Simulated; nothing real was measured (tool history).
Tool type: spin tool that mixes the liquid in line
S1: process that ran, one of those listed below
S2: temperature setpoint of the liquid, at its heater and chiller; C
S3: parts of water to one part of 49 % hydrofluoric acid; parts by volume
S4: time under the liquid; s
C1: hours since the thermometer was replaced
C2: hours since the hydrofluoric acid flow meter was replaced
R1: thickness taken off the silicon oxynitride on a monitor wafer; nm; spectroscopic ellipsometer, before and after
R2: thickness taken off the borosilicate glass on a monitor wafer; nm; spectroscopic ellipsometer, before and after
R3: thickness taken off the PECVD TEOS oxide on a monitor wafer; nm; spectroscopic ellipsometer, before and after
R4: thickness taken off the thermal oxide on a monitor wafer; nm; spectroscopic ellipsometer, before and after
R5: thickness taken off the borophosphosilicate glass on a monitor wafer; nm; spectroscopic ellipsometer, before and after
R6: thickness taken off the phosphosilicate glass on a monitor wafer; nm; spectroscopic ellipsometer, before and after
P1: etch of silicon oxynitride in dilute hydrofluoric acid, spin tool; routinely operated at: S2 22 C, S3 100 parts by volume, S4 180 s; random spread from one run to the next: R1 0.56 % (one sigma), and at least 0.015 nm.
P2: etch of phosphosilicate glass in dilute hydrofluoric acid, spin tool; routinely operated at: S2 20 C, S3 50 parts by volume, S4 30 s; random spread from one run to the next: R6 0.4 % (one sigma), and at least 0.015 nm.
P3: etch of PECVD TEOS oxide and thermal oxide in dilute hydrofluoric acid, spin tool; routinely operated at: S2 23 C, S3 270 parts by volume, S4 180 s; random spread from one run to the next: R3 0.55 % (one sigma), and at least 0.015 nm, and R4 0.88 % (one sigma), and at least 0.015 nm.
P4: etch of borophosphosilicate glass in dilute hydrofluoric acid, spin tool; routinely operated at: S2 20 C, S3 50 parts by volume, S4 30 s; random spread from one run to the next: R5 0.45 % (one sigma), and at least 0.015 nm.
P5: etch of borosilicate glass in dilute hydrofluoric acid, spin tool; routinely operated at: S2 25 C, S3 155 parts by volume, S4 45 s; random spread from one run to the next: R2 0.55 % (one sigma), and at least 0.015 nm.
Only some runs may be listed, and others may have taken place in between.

run	day	S1	S2	S3	S4	C1	C2	R1	R2	R3	R4	R5	R6
1	0.504	P1	22	100	180	1194.6	1285.9	4.0556					
2	1.092	P1	22	100	180	1208.7	1300	4.0217					
3	1.788	P1	22	100	270	1225.4	1316.7	6.0396					
4	2.279	P1	22	170	180	1237.2	1328.5	2.2567					
# day 2.625: thermometer replaced
5	2.783	P5	25	155	45	3.8	1340.6		6.2264				
6	3.167	P1	17	100	295	13	1349.8	5.1279					
7	3.521	P3	23	270	180	21.5	1358.3			4.6744	2.4564		
8	3.925	P1	22	100	180	31.2	1368	4.0715					
9	4.312	P1	22	100	180	40.5	1377.3	4.0399					
10	4.729	P5	25	35	45	50.5	1387.3		31.918				
11	5.162	P3	23	270	15	60.9	1397.7			0.37996	0.19369		
12	5.654	P1	22	40	180	72.7	1409.5	10.561					
13	6.012	P3	29.5	270	180	81.3	1418.1			5.8691	2.9603		
14	6.4	P1	22	100	180	90.6	1427.4	4.0454					
15	6.912	P4	20	50	30	102.9	1439.7					38.033	
16	7.646	P1	22	100	55	120.5	1457.3	1.2016					
17	8.275	P2	17	50	30	135.6	1472.4						92.015
18	8.821	P4	20	50	60	148.7	1485.5					76.063	
19	9.438	P5	33	155	45	163.5	1500.3		8.227				
20	10.1	P2	20	20	30	179.4	1516.2						270.82
21	10.896	P4	20	50	30	198.5	1535.3					37.994	
22	11.442	P4	26.5	50	30	211.6	1548.4					50.08	
23	12.108	P5	25	155	15	227.6	1564.4		2.0779				
24	12.567	P2	20	50	30	238.6	1575.4						104.45
25	13.133	P1	29	100	180	252.2	1589	5.6058					
26	13.746	P2	20	50	15	266.9	1603.7						52.109
27	14.488	P2	20	50	30	284.7	1621.5						104.77
28	15.133	P3	23	50	180	300.2	1637			32.928	16.806		
29	15.683	P1	17	100	180	313.4	1650.2	3.1662					
30	16.367	P1	22	100	180	329.8	1666.6	3.9888					
31	16.996	P5	25	155	45	344.9	1681.7		6.215				
32	17.371	P4	20	20	30	353.9	1690.7					99.52	
33	17.758	P1	22	100	180	363.2	1700	4.0567					
34	18.217	P1	22	100	180	374.2	1711	3.9578					
35	18.967	P1	22	100	180	392.2	1729	3.8806					
36	19.438	P1	22	100	180	403.5	1740.3	3.7938					
37	19.8	P1	22	100	180	412.2	1749	3.8228					
38	20.325	P1	22	100	180	424.8	1761.6	3.7832					
39	20.892	P1	22	100	180	438.4	1775.2	3.7977					
40	21.254	P1	22	100	180	447.1	1783.9	3.7642					
41	21.754	P1	22	100	180	459.1	1795.9	3.8123					
42	22.396	P1	22	100	180	474.5	1811.3	3.7266					
43	23.138	P1	22	100	180	492.3	1829.1	3.7423					

Expected results for the next run?
44	23.742	P1	22	100	180	506.8	1843.6	?					

{"run 44": {"R1": 3.7506}}
